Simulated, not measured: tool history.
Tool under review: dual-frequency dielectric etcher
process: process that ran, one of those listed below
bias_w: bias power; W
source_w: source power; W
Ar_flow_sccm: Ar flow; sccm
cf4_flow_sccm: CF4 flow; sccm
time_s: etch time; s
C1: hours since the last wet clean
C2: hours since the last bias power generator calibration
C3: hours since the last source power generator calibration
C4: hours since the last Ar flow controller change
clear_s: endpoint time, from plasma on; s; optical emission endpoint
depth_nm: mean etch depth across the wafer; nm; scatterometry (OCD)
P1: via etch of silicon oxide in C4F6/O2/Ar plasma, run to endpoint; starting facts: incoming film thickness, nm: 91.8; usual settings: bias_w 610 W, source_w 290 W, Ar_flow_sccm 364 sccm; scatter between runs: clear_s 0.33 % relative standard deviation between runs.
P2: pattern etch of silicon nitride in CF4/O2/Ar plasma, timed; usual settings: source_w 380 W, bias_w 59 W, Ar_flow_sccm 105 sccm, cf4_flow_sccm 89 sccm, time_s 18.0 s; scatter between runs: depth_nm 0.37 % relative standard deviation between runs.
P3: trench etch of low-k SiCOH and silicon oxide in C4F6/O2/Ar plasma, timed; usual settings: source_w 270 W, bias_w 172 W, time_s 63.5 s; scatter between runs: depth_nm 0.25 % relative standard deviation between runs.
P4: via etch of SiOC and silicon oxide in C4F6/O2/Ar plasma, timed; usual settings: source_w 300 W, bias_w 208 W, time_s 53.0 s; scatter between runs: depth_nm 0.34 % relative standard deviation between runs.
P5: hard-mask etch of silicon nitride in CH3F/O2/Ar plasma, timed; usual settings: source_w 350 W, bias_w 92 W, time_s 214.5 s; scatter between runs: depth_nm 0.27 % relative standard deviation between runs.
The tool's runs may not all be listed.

Run 1, hour 8.4: process P1, bias_w 610 W, source_w 290 W, Ar_flow_sccm 364 sccm; C1 329.8; C2 1180.3; C3 557.3; C4 1427.3. Result: clear_s 21.056 s.
Run 2, hour 14.5: process P2, bias_w 59 W, source_w 380 W, Ar_flow_sccm 105 sccm, cf4_flow_sccm 113 sccm, time_s 18.0 s; C1 335.9; C2 1186.4; C3 563.4; C4 1433.4. Result: depth_nm 29.196 nm.
Run 3, hour 22.6: process P4, bias_w 122 W, source_w 300 W, time_s 53.0 s; C1 344.0; C2 1194.5; C3 571.5; C4 1441.5. Result: depth_nm 47.319 nm.
Run 4, hour 27.9: process P3, bias_w 172 W, source_w 270 W, time_s 63.5 s; C1 349.3; C2 1199.8; C3 576.8; C4 1446.8. Result: depth_nm 174.040 nm.
Run 5, hour 38.4: process P4, bias_w 208 W, source_w 370 W, time_s 53.0 s; C1 359.8; C2 1210.3; C3 587.3; C4 1457.3. Result: depth_nm 61.530 nm.
Run 6, hour 45.6: process P1, bias_w 811 W, source_w 180 W, Ar_flow_sccm 364 sccm; C1 367.0; C2 1217.5; C3 594.5; C4 1464.5. Result: clear_s 22.239 s.
Run 7, hour 57.9: process P1, bias_w 610 W, source_w 290 W, Ar_flow_sccm 259 sccm; C1 379.3; C2 1229.8; C3 606.8; C4 1476.8. Result: clear_s 20.116 s.
Run 8, hour 64.7: process P4, bias_w 208 W, source_w 300 W, time_s 38.5 s; C1 386.1; C2 1236.6; C3 613.6; C4 1483.6. Result: depth_nm 41.047 nm.
Run 9, hour 76.1: process P1, bias_w 610 W, source_w 290 W, Ar_flow_sccm 364 sccm; C1 397.5; C2 1248.0; C3 625.0; C4 1495.0. Result: clear_s 20.940 s.
Run 10, hour 87.6: process P1, bias_w 610 W, source_w 360 W, Ar_flow_sccm 364 sccm; C1 409.0; C2 1259.5; C3 636.5; C4 1506.5. Result: clear_s 19.449 s.
Run 11, hour 93.3: process P1, bias_w 610 W, source_w 290 W, Ar_flow_sccm 490 sccm; C1 414.7; C2 1265.2; C3 642.2; C4 1512.2. Result: clear_s 21.678 s.
Run 12, hour 104.8: process P1, bias_w 771 W, source_w 290 W, Ar_flow_sccm 364 sccm; C1 426.2; C2 1276.7; C3 653.7; C4 1523.7. Result: clear_s 19.077 s.
Run 13, hour 113.0: process P3, bias_w 172 W, source_w 270 W, time_s 43.0 s; C1 434.4; C2 1284.9; C3 661.9; C4 1531.9. Result: depth_nm 117.870 nm.
Run 14, hour 118.4: process P4, bias_w 208 W, source_w 300 W, time_s 53.0 s; C1 439.8; C2 1290.3; C3 667.3; C4 1537.3. Result: depth_nm 56.436 nm.
Run 15, hour 129.9: process P1, bias_w 401 W, source_w 290 W, Ar_flow_sccm 364 sccm; C1 451.3; C2 1301.8; C3 678.8; C4 1548.8. Result: clear_s 24.609 s.
Run 16, hour 136.9: process P1, bias_w 610 W, source_w 290 W, Ar_flow_sccm 364 sccm; C1 458.3; C2 1308.8; C3 685.8; C4 1555.8. Result: clear_s 20.939 s.
Run 17, hour 145.6: process P5, bias_w 92 W, source_w 350 W, time_s 125.0 s; C1 467.0; C2 1317.5; C3 694.5; C4 1564.5. Result: depth_nm 89.221 nm.
Run 18, hour 151.7: process P2, bias_w 59 W, source_w 380 W, Ar_flow_sccm 105 sccm, cf4_flow_sccm 89 sccm, time_s 18.0 s; C1 473.1; C2 1323.6; C3 700.6; C4 1570.6. Result: depth_nm 28.458 nm.
Run 19, hour 163.0: process P1, bias_w 610 W, source_w 290 W, Ar_flow_sccm 364 sccm; C1 484.4; C2 1334.9; C3 711.9; C4 1581.9. Result: clear_s 20.807 s.
Run 20, hour 171.5: process P1, bias_w 610 W, source_w 290 W, Ar_flow_sccm 364 sccm; C1 492.9; C2 1343.4; C3 720.4; C4 1590.4. Result: clear_s 20.835 s.
Run 21, hour 179.3: process P3, bias_w 172 W, source_w 270 W, time_s 63.5 s; C1 500.7; C2 1351.2; C3 728.2; C4 1598.2. Result: depth_nm 174.020 nm.
Run 22, hour 189.0: process P2, bias_w 45 W, source_w 380 W, Ar_flow_sccm 105 sccm, cf4_flow_sccm 89 sccm, time_s 18.0 s; C1 510.4; C2 1360.9; C3 737.9; C4 1607.9. Result: depth_nm 25.728 nm.
Run 23, hour 198.9: process P2, bias_w 59 W, source_w 380 W, Ar_flow_sccm 105 sccm, cf4_flow_sccm 89 sccm, time_s 24.0 s; C1 520.3; C2 1370.8; C3 747.8; C4 1617.8. Result: depth_nm 37.934 nm.
Run 24, hour 209.7: process P1, bias_w 610 W, source_w 220 W, Ar_flow_sccm 364 sccm; C1 531.1; C2 1381.6; C3 758.6; C4 1628.6. Result: clear_s 23.139 s.
Run 25, hour 218.6: process P5, bias_w 92 W, source_w 350 W, time_s 214.5 s; C1 540.0; C2 1390.5; C3 767.5; C4 1637.5. Result: depth_nm 151.870 nm.
Run 26, hour 226.7: process P1, bias_w 610 W, source_w 290 W, Ar_flow_sccm 364 sccm; C1 548.1; C2 1398.6; C3 775.6; C4 1645.6. Result: clear_s 21.003 s.
Run 27, hour 234.2: process P2, bias_w 59 W, source_w 460 W, Ar_flow_sccm 105 sccm, cf4_flow_sccm 89 sccm, time_s 18.0 s; C1 555.6; C2 1406.1; C3 783.1; C4 1653.1. Result: depth_nm 33.622 nm.

Run 28, settings as shown, results not yet in. Your forecast:
Run 28, hour 244.5: process P3, bias_w 108 W, source_w 270 W, time_s 63.5 s; C1 565.9; C2 1416.4; C3 793.4; C4 1663.4. Result: depth_nm ?.

Logged for run 28: depth_nm 151.140 nm.
